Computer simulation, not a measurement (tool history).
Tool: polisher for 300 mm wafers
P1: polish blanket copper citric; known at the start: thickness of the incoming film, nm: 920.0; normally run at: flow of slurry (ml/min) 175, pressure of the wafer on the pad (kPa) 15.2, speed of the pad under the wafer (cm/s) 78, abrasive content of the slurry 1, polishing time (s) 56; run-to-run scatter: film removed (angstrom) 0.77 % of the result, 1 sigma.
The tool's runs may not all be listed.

run	hour	flow of slurry (ml/min)	pressure of the wafer on the pad (kPa)	speed of the pad under the wafer (cm/s)	abrasive content of the slurry	polishing time (s)	wafers polished on this pad	hours since the slurry nozzle was cleaned	hours since the head pressure was calibrated	hours since the slurry blender was calibrated	film removed (angstrom)
1	8.3	175	15.2	78	1	56	914	43.9	712.7	139.8	645.84
2	14.1	175	15.2	78	1	56	987	49.7	718.5	145.6	645.32
3	22	175	15.2	58	1	56	1086	57.6	726.4	153.5	490.93
# hour 22.7: slurry nozzle cleaned
4	28.4	175	15.2	78	1.4	56	1166	5.7	732.8	159.9	706.66
5	38.3	175	15.2	78	1	25	1290	15.6	742.7	169.8	291.22
6	46.1	175	21.4	78	1	56	1387	23.4	750.5	177.6	902.58
7	56.1	175	15.2	78	1	81	1512	33.4	760.5	187.6	936.25
8	65.3	175	15.2	78	1	56	1628	42.6	769.7	196.8	636.21
9	74	175	6.9	78	1	56	1736	51.3	778.4	205.5	314.16
10	79.3	175	15.2	78	0.75	56	1803	56.6	783.7	210.8	612.77
11	89.4	265	15.2	78	1	82	1929	66.7	793.8	220.9	994.56
12	99.8	105	15.2	78	1	56	2059	77.1	804.2	231.3	580.26
13	106.9	175	15.2	78	1	56	2148	84.2	811.3	238.4	650.96
14	114.6	175	15.2	78	1	56	2244	91.9	819	246.1	658.36
15	122.2	125	15.2	106	1	56	2340	99.5	826.6	253.7	822.96
16	132	175	15.2	78	1	56	2462	109.3	836.4	263.5	657.47
17	137.9	175	15.2	118	1	56	2536	115.2	842.3	269.4	981.18
18	144.1	175	15.2	104	1	42	2614	121.4	848.5	275.6	637.01
19	152.5	245	15.2	78	1	56	2719	129.8	856.9	284	685.08
20	159.2	175	15.2	78	1	56	2803	136.5	863.6	290.7	649.55
21	166.9	175	15.2	78	1	56	2899	144.2	871.3	298.4	641.97
22	173.6	175	15.2	78	1	56	2983	150.9	878	305.1	627.47
23	179.5	175	15.2	78	1	56	3057	156.8	883.9	311	630.49
24	188.8	175	15.2	78	1	56	3173	166.1	893.2	320.3	613.94
# hour 194.9: head pressure recalibrated
# hour 195.9: worn pad replaced by a new one
25	198.3	175	15.2	78	1	56	30	175.6	3.4	329.8	615.26
26	202.9	175	15.2	78	1	56	88	180.2	8	334.4	614.36
27	209.2	175	15.2	78	1	56	167	186.5	14.3	340.7	617.35
28	219	175	15.2	78	1	56	289	196.3	24.1	350.5	606.34
29	227.9	175	15.2	78	1	56	401	205.2	33	359.4	606.24

What P1 gives has crept away from where it was. These 2 causes fit the log equally well, each at the size given:
A: slurry flow missing at the pad, % = 30
B: abrasive missing from the slurry, % = 25.9
The creep began at about hour 159.2.
Why every other cause is out:
removal rate lost through wear of the pad, %: serviced at hour 195.9, which brought nothing back
head's pressure below its setpoint, %: serviced at hour 194.9, which brought nothing back

4 check runs are offered, each on 5 wafers whose results are averaged, their results left as question marks. Which one tells the causes apart?
check 1	236.8	175	15.2	100	1	56					?
check 2	236.8	175	15.2	78	1.4	31					?
check 3	236.8	175	6.9	78	1	56					?
check 4	236.8	110	15.2	78	1.25	56					?

What each check would give under each cause:
check	result	if A	if B
check 1	film removed (angstrom)	773.38	773.55
check 2	film removed (angstrom)	362.71	361.86
check 3	film removed (angstrom)	290.43	290.5
check 4	film removed (angstrom)	567	584.98
How far apart the two closest causes lie, in the result that separates them most: check 1 0.02 %; check 2 0.23 %; check 3 0.02 %; check 4 3.12 %
Only check 4 tells the causes apart: in the others they would give nearly the same result.

Check 4 was then run and gave: film removed (angstrom) 563.68. Which cause is it?

It is A: slurry flow missing at the pad, %.
